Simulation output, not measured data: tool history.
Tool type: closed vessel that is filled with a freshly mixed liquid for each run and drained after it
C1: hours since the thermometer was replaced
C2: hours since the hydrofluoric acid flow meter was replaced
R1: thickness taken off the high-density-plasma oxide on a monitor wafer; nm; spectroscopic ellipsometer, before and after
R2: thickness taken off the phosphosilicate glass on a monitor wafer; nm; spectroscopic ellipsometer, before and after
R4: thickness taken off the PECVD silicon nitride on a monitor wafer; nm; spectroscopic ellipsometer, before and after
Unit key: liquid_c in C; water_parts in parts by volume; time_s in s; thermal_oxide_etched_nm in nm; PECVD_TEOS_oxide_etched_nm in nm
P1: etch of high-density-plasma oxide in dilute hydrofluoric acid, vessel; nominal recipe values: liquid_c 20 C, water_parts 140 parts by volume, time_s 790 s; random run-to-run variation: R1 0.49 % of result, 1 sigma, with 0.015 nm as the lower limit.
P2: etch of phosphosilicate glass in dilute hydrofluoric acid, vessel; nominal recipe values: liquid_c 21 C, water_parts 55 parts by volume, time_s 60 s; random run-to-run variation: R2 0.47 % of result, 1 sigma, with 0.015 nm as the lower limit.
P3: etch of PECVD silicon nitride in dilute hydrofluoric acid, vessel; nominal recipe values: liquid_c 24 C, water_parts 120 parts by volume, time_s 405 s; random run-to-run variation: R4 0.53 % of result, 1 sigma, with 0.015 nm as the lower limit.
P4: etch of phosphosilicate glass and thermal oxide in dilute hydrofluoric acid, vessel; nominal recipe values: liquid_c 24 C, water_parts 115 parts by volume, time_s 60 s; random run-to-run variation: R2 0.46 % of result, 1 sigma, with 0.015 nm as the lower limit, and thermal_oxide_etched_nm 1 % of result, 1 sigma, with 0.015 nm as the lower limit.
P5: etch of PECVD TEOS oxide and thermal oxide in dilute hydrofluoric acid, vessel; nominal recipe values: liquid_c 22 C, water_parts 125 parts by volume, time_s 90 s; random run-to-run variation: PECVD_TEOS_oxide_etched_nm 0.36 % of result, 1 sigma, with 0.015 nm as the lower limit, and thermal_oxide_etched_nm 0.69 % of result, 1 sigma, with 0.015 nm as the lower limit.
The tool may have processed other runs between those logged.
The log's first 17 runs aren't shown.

{"run": 18, "hour": 163.7, "process": "P2", "liquid_c": 21, "water_parts": 25, "time_s": 60, "C1": 1031.5, "C2": 125.7, "R2": 177.65}
{"run": 19, "hour": 171.4, "process": "P5", "liquid_c": 22, "water_parts": 30, "time_s": 90, "C1": 1039.2, "C2": 133.4, "thermal_oxide_etched_nm": 13.399, "PECVD_TEOS_oxide_etched_nm": 33.135}
{"run": 20, "hour": 178.1, "process": "P1", "liquid_c": 20, "water_parts": 140, "time_s": 790, "C1": 1045.9, "C2": 140.1, "R1": 52.78}
{"run": 21, "hour": 185.7, "process": "P1", "liquid_c": 25, "water_parts": 140, "time_s": 790, "C1": 1053.5, "C2": 147.7, "R1": 64.629}
{"run": 22, "hour": 197.2, "process": "P1", "liquid_c": 23.5, "water_parts": 235, "time_s": 790, "C1": 1065, "C2": 159.2, "R1": 32.931}
{"run": 23, "hour": 203.6, "process": "P1", "liquid_c": 17, "water_parts": 140, "time_s": 790, "C1": 1071.4, "C2": 165.6, "R1": 46.719}
{"run": 24, "hour": 213.5, "process": "P4", "liquid_c": 24, "water_parts": 185, "time_s": 60, "C1": 1081.3, "C2": 175.5, "R2": 37.131, "thermal_oxide_etched_nm": 1.3168}
{"run": 25, "hour": 224.2, "process": "P1", "liquid_c": 20, "water_parts": 140, "time_s": 790, "C1": 1092, "C2": 186.2, "R1": 53}
{"run": 26, "hour": 236.4, "process": "P5", "liquid_c": 29.5, "water_parts": 125, "time_s": 90, "C1": 1104.2, "C2": 198.4, "thermal_oxide_etched_nm": 3.8291, "PECVD_TEOS_oxide_etched_nm": 9.4352}

The next listed run, before its measurement:
{"hour": 237.6, "done": "thermometer replaced"}
{"run": 27, "hour": 243.8, "process": "P1", "liquid_c": 20, "water_parts": 85, "time_s": 130, "C1": 6.2, "C2": 205.8, "R1": "?"}

{"run 27": {"R1": 15.152}}
